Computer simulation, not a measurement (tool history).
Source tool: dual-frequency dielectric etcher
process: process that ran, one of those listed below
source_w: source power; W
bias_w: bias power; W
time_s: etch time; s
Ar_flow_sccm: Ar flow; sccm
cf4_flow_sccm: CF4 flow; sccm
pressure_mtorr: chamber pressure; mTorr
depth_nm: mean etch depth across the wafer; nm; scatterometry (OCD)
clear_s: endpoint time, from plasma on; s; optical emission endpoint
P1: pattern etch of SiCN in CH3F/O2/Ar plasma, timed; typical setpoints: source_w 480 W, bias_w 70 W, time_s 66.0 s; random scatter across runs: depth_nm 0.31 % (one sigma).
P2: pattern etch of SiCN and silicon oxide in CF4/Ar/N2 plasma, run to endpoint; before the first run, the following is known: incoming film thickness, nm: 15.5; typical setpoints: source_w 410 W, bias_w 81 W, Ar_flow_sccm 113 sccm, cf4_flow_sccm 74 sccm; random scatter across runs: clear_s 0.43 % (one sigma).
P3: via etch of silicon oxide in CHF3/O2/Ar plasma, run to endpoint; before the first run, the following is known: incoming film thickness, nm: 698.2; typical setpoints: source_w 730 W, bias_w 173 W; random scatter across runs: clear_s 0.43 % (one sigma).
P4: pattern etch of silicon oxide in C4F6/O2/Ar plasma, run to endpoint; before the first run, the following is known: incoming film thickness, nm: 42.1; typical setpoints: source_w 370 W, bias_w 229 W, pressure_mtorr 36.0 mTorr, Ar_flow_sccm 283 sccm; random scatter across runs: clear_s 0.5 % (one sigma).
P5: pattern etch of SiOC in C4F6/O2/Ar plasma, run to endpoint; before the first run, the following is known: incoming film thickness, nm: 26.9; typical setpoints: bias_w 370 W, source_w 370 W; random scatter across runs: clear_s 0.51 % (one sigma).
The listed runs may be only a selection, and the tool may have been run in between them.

run 1 hour=8.3 | process=P1 source_w=480 bias_w=70 time_s=66.0 | depth_nm=27.249
run 2 hour=18.5 | process=P1 source_w=480 bias_w=70 time_s=66.0 | depth_nm=27.194
run 3 hour=26.2 | process=P5 source_w=370 bias_w=370 | clear_s=10.3480
run 4 hour=31.1 | process=P1 source_w=480 bias_w=70 time_s=82.5 | depth_nm=34.044
run 5 hour=39.9 | process=P1 source_w=480 bias_w=89 time_s=66.0 | depth_nm=29.727
run 6 hour=49.6 | process=P2 source_w=340 bias_w=81 Ar_flow_sccm=113 cf4_flow_sccm=74 | clear_s=22.0480
run 7 hour=58.5 | process=P4 source_w=370 bias_w=229 Ar_flow_sccm=168 pressure_mtorr=36.0 | clear_s=12.0710
run 8 hour=63.7 | process=P4 source_w=370 bias_w=161 Ar_flow_sccm=283 pressure_mtorr=36.0 | clear_s=14.2330
run 9 hour=73.1 | process=P3 source_w=730 bias_w=173 | clear_s=332.5100
run 10 hour=83.5 | process=P4 source_w=370 bias_w=229 Ar_flow_sccm=283 pressure_mtorr=36.0 | clear_s=12.7230
run 11 hour=88.2 | process=P2 source_w=410 bias_w=81 Ar_flow_sccm=113 cf4_flow_sccm=88 | clear_s=18.2940
run 12 hour=98.0 | process=P4 source_w=370 bias_w=229 Ar_flow_sccm=283 pressure_mtorr=49.5 | clear_s=13.2250
run 13 hour=106.3 | process=P1 source_w=610 bias_w=70 time_s=66.0 | depth_nm=29.668
run 14 hour=113.4 | process=P3 source_w=450 bias_w=173 | clear_s=401.1300
run 15 hour=119.4 | process=P5 source_w=370 bias_w=491 | clear_s=9.2816
run 16 hour=125.4 | process=P1 source_w=480 bias_w=70 time_s=66.0 | depth_nm=27.253
run 17 hour=131.6 | process=P2 source_w=410 bias_w=105 Ar_flow_sccm=113 cf4_flow_sccm=74 | clear_s=17.1010
-- hour=140.9 wet clean of the chamber
run 18 hour=141.3 | process=P1 source_w=480 bias_w=70 time_s=66.0 | depth_nm=27.029
run 19 hour=146.9 | process=P1 source_w=480 bias_w=92 time_s=96.0 | depth_nm=43.384
run 20 hour=153.4 | process=P1 source_w=480 bias_w=70 time_s=66.0 | depth_nm=27.207
run 21 hour=160.9 | process=P4 source_w=510 bias_w=229 Ar_flow_sccm=283 pressure_mtorr=36.0 | clear_s=11.3210
run 22 hour=169.6 | process=P1 source_w=480 bias_w=70 time_s=36.5 | depth_nm=14.951
run 23 hour=174.8 | process=P1 source_w=480 bias_w=50 time_s=66.0 | depth_nm=24.402
run 24 hour=184.8 | process=P3 source_w=730 bias_w=173 | clear_s=331.7500
run 25 hour=189.3 | process=P3 source_w=730 bias_w=125 | clear_s=371.0000
run 26 hour=194.0 | process=P1 source_w=340 bias_w=70 time_s=66.0 | depth_nm=23.678
run 27 hour=199.8 | process=P1 source_w=480 bias_w=70 time_s=66.0 | depth_nm=27.134
run 28 hour=206.0 | process=P5 source_w=470 bias_w=370 | clear_s=9.4794
run 29 hour=211.8 | process=P2 source_w=410 bias_w=81 Ar_flow_sccm=158 cf4_flow_sccm=74 | clear_s=19.4790
run 30 hour=217.1 | process=P2 source_w=410 bias_w=81 Ar_flow_sccm=113 cf4_flow_sccm=74 | clear_s=18.5840
run 31 hour=222.2 | process=P1 source_w=480 bias_w=70 time_s=66.0 | depth_nm=27.213
run 32 hour=227.2 | process=P1 source_w=480 bias_w=70 time_s=66.0 | depth_nm=27.159
run 33 hour=234.4 | process=P1 source_w=480 bias_w=70 time_s=66.0 | depth_nm=27.008
run 34 hour=243.8 | process=P1 source_w=480 bias_w=70 time_s=66.0 | depth_nm=26.726
-- hour=245.4 wet clean of the chamber
run 35 hour=253.1 | process=P1 source_w=480 bias_w=70 time_s=66.0 | depth_nm=26.902
run 36 hour=259.3 | process=P1 source_w=480 bias_w=70 time_s=66.0 | depth_nm=26.577
run 37 hour=265.8 | process=P1 source_w=480 bias_w=70 time_s=66.0 | depth_nm=26.869
run 38 hour=270.8 | process=P1 source_w=480 bias_w=70 time_s=66.0 | depth_nm=26.853
run 39 hour=280.9 | process=P1 source_w=480 bias_w=70 time_s=66.0 | depth_nm=26.836
run 40 hour=288.2 | process=P1 source_w=480 bias_w=70 time_s=66.0 | depth_nm=26.703

P1 no longer gives what it gave before; its output has crept away from where it was. The following 2 causes, each at its listed size, fit the log equally well:
A: source power that arrives under what is set, % = 4.05
B: bias power that arrives under what is set, % = 4.43
The drift started at roughly hour 222.2.
Each remaining cause and why it is not a fit:
chamber walls in a state that lowers the etch rate, %: its service at hour 245.4 followed the start of the drift and did not put the process back to its old value

The 4 check runs listed below each average the results of 3 wafers, and their outcomes are marked with question marks. Under which run would the listed causes produce clearly different results?
run check 1 hour=295.5 | process=P2 source_w=410 bias_w=81 Ar_flow_sccm=113 cf4_flow_sccm=74 | clear_s=?
run check 2 hour=295.5 | process=P3 source_w=730 bias_w=173 | clear_s=?
run check 3 hour=295.5 | process=P5 source_w=370 bias_w=370 | clear_s=?
run check 4 hour=295.5 | process=P4 source_w=370 bias_w=229 Ar_flow_sccm=283 pressure_mtorr=36.0 | clear_s=?

Outcome of each check run for each possible cause:
check=check_1 result=clear_s if_A=19.4080 if_B=19.0150
check=check_2 result=clear_s if_A=338.6400 if_B=338.2700
check=check_3 result=clear_s if_A=10.5060 if_B=10.5130
check=check_4 result=clear_s if_A=12.9400 if_B=12.9290
Per check, the gap between the least separated pair of causes, taken in the result that splits them most: check 1 2.04 %; check 2 0.11 %; check 3 0.07 %; check 4 0.08 %
Only check 1 tells the causes apart: in the others they would give nearly the same result.

Check 1 was carried out, with these results: clear_s 18.9820 s. Which of the listed causes is responsible?

The cause is B: bias power that arrives under what is set, %.
